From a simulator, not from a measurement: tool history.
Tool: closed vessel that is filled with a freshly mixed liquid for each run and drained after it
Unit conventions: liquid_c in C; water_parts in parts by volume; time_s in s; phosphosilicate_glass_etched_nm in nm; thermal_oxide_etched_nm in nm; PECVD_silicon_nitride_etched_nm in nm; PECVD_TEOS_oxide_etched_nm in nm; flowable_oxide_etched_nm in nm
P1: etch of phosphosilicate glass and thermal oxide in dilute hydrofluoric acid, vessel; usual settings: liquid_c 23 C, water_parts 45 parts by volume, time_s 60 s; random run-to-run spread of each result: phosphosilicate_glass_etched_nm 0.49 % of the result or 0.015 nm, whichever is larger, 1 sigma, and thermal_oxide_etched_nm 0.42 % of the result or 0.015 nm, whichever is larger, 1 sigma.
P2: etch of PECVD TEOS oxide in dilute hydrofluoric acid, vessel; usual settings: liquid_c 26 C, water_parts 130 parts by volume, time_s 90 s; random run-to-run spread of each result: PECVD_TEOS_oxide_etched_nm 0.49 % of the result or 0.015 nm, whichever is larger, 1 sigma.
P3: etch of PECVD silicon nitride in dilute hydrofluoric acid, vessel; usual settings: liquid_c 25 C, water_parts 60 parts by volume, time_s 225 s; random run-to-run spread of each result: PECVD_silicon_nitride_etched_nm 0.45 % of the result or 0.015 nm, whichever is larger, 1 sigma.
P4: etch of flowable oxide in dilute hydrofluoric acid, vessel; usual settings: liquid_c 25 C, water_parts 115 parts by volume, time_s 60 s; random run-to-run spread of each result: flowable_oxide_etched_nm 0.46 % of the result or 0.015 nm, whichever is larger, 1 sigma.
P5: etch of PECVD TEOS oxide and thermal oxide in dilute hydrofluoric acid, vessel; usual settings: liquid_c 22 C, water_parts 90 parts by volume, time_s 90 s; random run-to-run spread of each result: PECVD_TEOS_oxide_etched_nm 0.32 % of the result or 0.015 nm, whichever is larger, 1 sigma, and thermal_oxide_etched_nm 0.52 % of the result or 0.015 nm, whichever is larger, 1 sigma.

run   hour  process  liquid_c  water_parts  time_s  hours since the thermometer was replaced  hours since the hydrofluoric acid flow meter was replaced  phosphosilicate_glass_etched_nm  thermal_oxide_etched_nm  PECVD_silicon_nitride_etched_nm  PECVD_TEOS_oxide_etched_nm  flowable_oxide_etched_nm
  1   14.5       P1        23           45      60                                     989.9                                                     1243.7                           187.17                   6.3532
  2   31.1       P1        23           45      60                                    1006.5                                                     1260.3                           187.18                   6.3455
  3   48.7       P3        25           60      75                                    1024.1                                                     1277.9                                                                                     2.2807
  4     65       P1        23           60      60                                    1040.4                                                     1294.2                           138.58                   4.6802
  5   74.9       P5        17           90      90                                    1050.3                                                     1304.1                                                    3.6232                                                       7.0264
  6     86       P5        22           90      90                                    1061.4                                                     1315.2                                                    4.4179                                                       8.6282
  7   97.5       P1        28           45      30                                    1072.9                                                     1326.7                           114.91                   3.9026
  8    115       P1        23           20      60                                    1090.4                                                     1344.2                           441.37                   14.906
  9  123.2       P1      17.5           45      60                                    1098.6                                                     1352.4                           147.96                    5.044
 10  139.4       P4        25          115      60                                    1114.8                                                     1368.6                                                                                                                                           29.696
 11  153.2       P2      19.5          130      90                                    1128.6                                                     1382.4                                                                                                                 10.224
 12  169.6       P2        26          130      90                                      1145                                                     1398.8                                                                                                                 13.138
 13  180.5       P2        26          180      90                                    1155.9                                                     1409.7                                                                                                                 8.9318
 14  193.7       P4        25          115      60                                    1169.1                                                     1422.9                                                                                                                                            29.84
 15  202.1       P1        23           45      60                                    1177.5                                                     1431.3                            188.2                   6.3744
 16  215.6       P3        25          105     225                                      1191                                                     1444.8                                                                                      3.935
 17  225.7       P3        25           60     225                                    1201.1                                                     1454.9                                                                                     6.8439
 18  236.1       P3      20.5           60     225                                    1211.5                                                     1465.3                                                                                     5.0193
 19  247.8       P1        23           45      60                                    1223.2                                                       1477                           186.87                   6.4023
 20  264.2       P1        31           45      60                                    1239.6                                                     1493.4                           258.83                   8.8388
     276.9  -- hydrofluoric acid flow meter replaced
 21  277.7       P5        22          155      90                                    1253.1                                                        0.8                                                    2.3658                                                        4.658
 22  287.2       P1        23           45      60                                    1262.6                                                       10.3                           186.98                   6.3571
 23  297.5       P4        25          185      60                                    1272.9                                                       20.6                                                                                                                                           16.912
 24  306.6       P1        23           45      30                                      1282                                                       29.7                           93.623                   3.1949
 25  316.7       P1        23           45     110                                    1292.1                                                       39.8                            344.6                   11.648
 26  332.9       P5        22           90      50                                    1308.3                                                         56                                                    2.4432                                                       4.7864
 27  350.6       P4        25          115      30                                      1326                                                       73.7                                                                                                                                            14.99
 28  366.6       P5        22           90      90                                      1342                                                       89.7                                                    4.4061                                                       8.6369
 29  380.6       P1        17           45      30                                      1356                                                      103.7                           72.777                   2.4722
 30  395.2       P2        26          130     160                                    1370.6                                                      118.3                                                                                                                 23.462
 31  410.3       P1        23           45      60                                    1385.7                                                      133.4                           186.98                   6.4183
 32    421       P4        29          115      60                                    1396.4                                                      144.1                                                                                                                                           34.488
 33  432.8       P1        23           45      60                                    1408.2                                                      155.9                           187.42                   6.4255
 34  441.3       P1        23           45      60                                    1416.7                                                      164.4                           184.75                   6.2755
 35    453       P1        23           45      60                                    1428.4                                                      176.1                           181.59                   6.2078
 36  463.5       P1        23           45      60                                    1438.9                                                      186.6                           180.91                   6.1019
 37  479.2       P1        23           45      60                                    1454.6                                                      202.3                           179.62                   6.0803
 38  498.2       P1        23           45      60                                    1473.6                                                      221.3                           177.59                   6.0656
 39    516       P1        23           45      60                                    1491.4                                                      239.1                           176.79                   6.0088
 40  527.7       P1        23           45      60                                    1503.1                                                      250.8                           177.88                   5.9725
 41  538.8       P1        23           45      60                                    1514.2                                                      261.9                           176.58                   6.0239

P1 no longer gives what it gave before; its output has crept away from where it was. The following 2 causes, each at its listed size, fit the log equally well:
A: hydrofluoric acid flow below the setpoint (%) = 5.41
B: liquid colder than its thermometer reads (K) = 1.41
The process output started creeping at around hour 432.8.

Of the 4 check runs listed below, each run on one wafer and each result written as a question mark, which would let you distinguish the listed causes because they would give clearly different results?
check 1  549.9       P4        25          115      60                                                                                                                                                                                                                                                     ?
check 2  549.9       P5        22           90      90                                                                                                                                                              ?                                                            ?
check 3  549.9       P3        25           60     225                                                                                                                                                                                               ?
check 4  549.9       P2        26          130      90                                                                                                                                                                                                                           ?

If the cause were each of the candidates in turn, the checks would give the following:
  check                           result    if A    if B
check 1         flowable_oxide_etched_nm  27.956  28.197
check 2          thermal_oxide_etched_nm  4.1563  4.1734
check 2       PECVD_TEOS_oxide_etched_nm  8.1184  8.1519
check 3  PECVD_silicon_nitride_etched_nm  6.4843  6.2318
check 4       PECVD_TEOS_oxide_etched_nm  12.319  12.453
Separation of the two closest causes in each check, using whichever result separates them best: check 1 0.86 %; check 2 0.41 %; check 3 3.97 %; check 4 1.08 %
Check 3 distinguishes between the causes, while the remaining checks would return nearly the same result for all of them.

Running check 3 produced the following: PECVD_silicon_nitride_etched_nm 6.2323 nm. Which one of the listed causes fits?

It was cause B: liquid colder than its thermometer reads (K).
